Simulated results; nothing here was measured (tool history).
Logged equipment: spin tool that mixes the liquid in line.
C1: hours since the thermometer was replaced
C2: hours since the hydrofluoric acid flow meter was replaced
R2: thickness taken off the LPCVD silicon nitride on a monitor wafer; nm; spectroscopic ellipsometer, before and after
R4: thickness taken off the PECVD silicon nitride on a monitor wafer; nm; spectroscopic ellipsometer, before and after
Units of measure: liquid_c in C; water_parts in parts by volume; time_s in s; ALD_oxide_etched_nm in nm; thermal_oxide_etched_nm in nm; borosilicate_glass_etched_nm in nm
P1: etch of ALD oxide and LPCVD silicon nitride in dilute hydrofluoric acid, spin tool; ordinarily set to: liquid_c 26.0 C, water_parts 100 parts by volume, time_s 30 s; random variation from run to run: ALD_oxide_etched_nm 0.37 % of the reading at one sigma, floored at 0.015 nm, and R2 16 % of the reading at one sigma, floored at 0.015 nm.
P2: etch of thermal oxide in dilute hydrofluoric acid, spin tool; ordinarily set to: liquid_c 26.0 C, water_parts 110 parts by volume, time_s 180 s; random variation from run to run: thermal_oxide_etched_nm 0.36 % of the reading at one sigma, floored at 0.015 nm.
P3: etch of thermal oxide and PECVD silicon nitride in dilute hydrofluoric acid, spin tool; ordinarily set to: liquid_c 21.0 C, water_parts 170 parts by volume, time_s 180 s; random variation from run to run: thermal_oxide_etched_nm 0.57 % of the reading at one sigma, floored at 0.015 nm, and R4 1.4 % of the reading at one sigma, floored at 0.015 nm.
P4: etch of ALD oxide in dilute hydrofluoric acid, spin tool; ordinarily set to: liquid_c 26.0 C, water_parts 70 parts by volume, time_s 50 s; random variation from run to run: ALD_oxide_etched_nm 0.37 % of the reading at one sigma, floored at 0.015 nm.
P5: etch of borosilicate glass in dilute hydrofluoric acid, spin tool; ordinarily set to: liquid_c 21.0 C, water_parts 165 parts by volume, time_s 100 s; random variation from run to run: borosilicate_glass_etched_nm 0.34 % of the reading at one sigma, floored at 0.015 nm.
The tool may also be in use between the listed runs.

Run 1, day 0.429: process P1, liquid_c 26.0 C, water_parts 100 parts by volume, time_s 30 s; C1 1451.6; C2 302.9. Result: ALD_oxide_etched_nm 9.6255 nm, R2 0.135260 nm.
Run 2, day 0.996: process P1, liquid_c 21.5 C, water_parts 100 parts by volume, time_s 30 s; C1 1465.2; C2 316.5. Result: ALD_oxide_etched_nm 8.0523 nm, R2 0.115050 nm.
Run 3, day 1.625: process P1, liquid_c 33.0 C, water_parts 40 parts by volume, time_s 30 s; C1 1480.3; C2 331.6. Result: ALD_oxide_etched_nm 34.5600 nm, R2 0.516350 nm.
Run 4, day 1.971: process P3, liquid_c 21.0 C, water_parts 170 parts by volume, time_s 180 s; C1 1488.6; C2 339.9. Result: thermal_oxide_etched_nm 4.0755 nm, R4 1.74670 nm.
Run 5, day 2.379: process P5, liquid_c 21.0 C, water_parts 165 parts by volume, time_s 15 s; C1 1498.4; C2 349.7. Result: borosilicate_glass_etched_nm 2.1372 nm.
Run 6, day 2.721: process P5, liquid_c 21.0 C, water_parts 165 parts by volume, time_s 100 s; C1 1506.6; C2 357.9. Result: borosilicate_glass_etched_nm 14.2750 nm.
Run 7, day 3.058: process P2, liquid_c 20.0 C, water_parts 110 parts by volume, time_s 180 s; C1 1514.7; C2 366.0. Result: thermal_oxide_etched_nm 6.3700 nm.
Run 8, day 3.525: process P5, liquid_c 21.0 C, water_parts 35 parts by volume, time_s 100 s; C1 1525.9; C2 377.2. Result: borosilicate_glass_etched_nm 77.6980 nm.
Run 9, day 4.242: process P5, liquid_c 21.0 C, water_parts 165 parts by volume, time_s 100 s; C1 1543.1; C2 394.4. Result: borosilicate_glass_etched_nm 14.2600 nm.
Run 10, day 4.775: process P1, liquid_c 26.0 C, water_parts 180 parts by volume, time_s 50 s; C1 1555.9; C2 407.2. Result: ALD_oxide_etched_nm 8.0995 nm, R2 0.122720 nm.
Run 11, day 5.538: process P1, liquid_c 26.0 C, water_parts 100 parts by volume, time_s 30 s; C1 1574.2; C2 425.5. Result: ALD_oxide_etched_nm 9.5850 nm, R2 0.099760 nm.
Run 12, day 6.183: process P1, liquid_c 26.0 C, water_parts 100 parts by volume, time_s 15 s; C1 1589.7; C2 441.0. Result: ALD_oxide_etched_nm 4.8072 nm, R2 0.098915 nm.
Run 13, day 6.758: process P3, liquid_c 26.5 C, water_parts 170 parts by volume, time_s 180 s; C1 1603.5; C2 454.8. Result: thermal_oxide_etched_nm 4.9714 nm, R4 2.46130 nm.
Run 14, day 7.212: process P2, liquid_c 26.0 C, water_parts 65 parts by volume, time_s 180 s; C1 1614.4; C2 465.7. Result: thermal_oxide_etched_nm 14.4190 nm.
Run 15, day 7.717: process P3, liquid_c 21.0 C, water_parts 170 parts by volume, time_s 50 s; C1 1626.5; C2 477.8. Result: thermal_oxide_etched_nm 1.1128 nm, R4 0.50167 nm.
Run 16, day 8.142: process P1, liquid_c 34.0 C, water_parts 100 parts by volume, time_s 30 s; C1 1636.7; C2 488.0. Result: ALD_oxide_etched_nm 12.8890 nm, R2 0.234950 nm.
Run 17, day 8.838: process P4, liquid_c 26.0 C, water_parts 20 parts by volume, time_s 50 s; C1 1653.4; C2 504.7. Result: ALD_oxide_etched_nm 31.9190 nm.
Run 18, day 9.208: process P1, liquid_c 26.0 C, water_parts 100 parts by volume, time_s 30 s; C1 1662.3; C2 513.6. Result: ALD_oxide_etched_nm 9.5922 nm, R2 0.146340 nm.
Run 19, day 9.954: process P4, liquid_c 26.0 C, water_parts 70 parts by volume, time_s 95 s; C1 1680.2; C2 531.5. Result: ALD_oxide_etched_nm 16.1510 nm.
Run 20, day 10.646: process P5, liquid_c 26.5 C, water_parts 165 parts by volume, time_s 100 s; C1 1696.8; C2 548.1. Result: borosilicate_glass_etched_nm 17.4780 nm.
Run 21, day 11.167: process P1, liquid_c 26.0 C, water_parts 100 parts by volume, time_s 30 s; C1 1709.3; C2 560.6. Result: ALD_oxide_etched_nm 9.5977 nm, R2 0.095835 nm.
Run 22, day 11.696: process P1, liquid_c 26.0 C, water_parts 20 parts by volume, time_s 30 s; C1 1722.0; C2 573.3. Result: ALD_oxide_etched_nm 53.5010 nm, R2 0.635670 nm.
Run 23, day 12.262: process P2, liquid_c 26.0 C, water_parts 110 parts by volume, time_s 345 s; C1 1735.6; C2 586.9. Result: thermal_oxide_etched_nm 15.4260 nm.
Run 24, day 12.842: process P1, liquid_c 26.0 C, water_parts 100 parts by volume, time_s 45 s; C1 1749.5; C2 600.8. Result: ALD_oxide_etched_nm 14.3190 nm, R2 0.219280 nm.
Run 25, day 13.512: process P3, liquid_c 21.0 C, water_parts 280 parts by volume, time_s 180 s; C1 1765.6; C2 616.9. Result: thermal_oxide_etched_nm 2.1887 nm, R4 1.09300 nm.
Run 26, day 14.271: process P1, liquid_c 26.0 C, water_parts 100 parts by volume, time_s 30 s; C1 1783.8; C2 635.1. Result: ALD_oxide_etched_nm 9.5706 nm, R2 0.121640 nm.
Run 27, day 14.954: process P1, liquid_c 26.0 C, water_parts 100 parts by volume, time_s 30 s; C1 1800.2; C2 651.5. Result: ALD_oxide_etched_nm 9.5739 nm, R2 0.073830 nm.
Run 28, day 15.296: process P1, liquid_c 26.0 C, water_parts 150 parts by volume, time_s 30 s; C1 1808.4; C2 659.7. Result: ALD_oxide_etched_nm 6.0109 nm, R2 0.064284 nm.
Run 29, day 15.967: process P2, liquid_c 26.0 C, water_parts 110 parts by volume, time_s 180 s; C1 1824.5; C2 675.8. Result: thermal_oxide_etched_nm 7.9900 nm.
Run 30, day 16.688: process P2, liquid_c 26.0 C, water_parts 110 parts by volume, time_s 180 s; C1 1841.8; C2 693.1. Result: thermal_oxide_etched_nm 8.0224 nm.
Run 31, day 17.183: process P1, liquid_c 26.0 C, water_parts 100 parts by volume, time_s 30 s; C1 1853.7; C2 705.0. Result: ALD_oxide_etched_nm 9.5772 nm, R2 0.135560 nm.
Run 32, day 17.617: process P4, liquid_c 26.0 C, water_parts 70 parts by volume, time_s 50 s; C1 1864.1; C2 715.4. Result: ALD_oxide_etched_nm 8.5107 nm.
Run 33, day 17.954: process P3, liquid_c 21.0 C, water_parts 170 parts by volume, time_s 180 s; C1 1872.2; C2 723.5. Result: thermal_oxide_etched_nm 4.0446 nm, R4 1.79820 nm.

Predict the results of run 34:
Run 34, day 18.708: process P4, liquid_c 32.0 C, water_parts 70 parts by volume, time_s 50 s; C1 1890.3; C2 741.6. Result: ALD_oxide_etched_nm ?.

ALD_oxide_etched_nm: 10.7250 nm
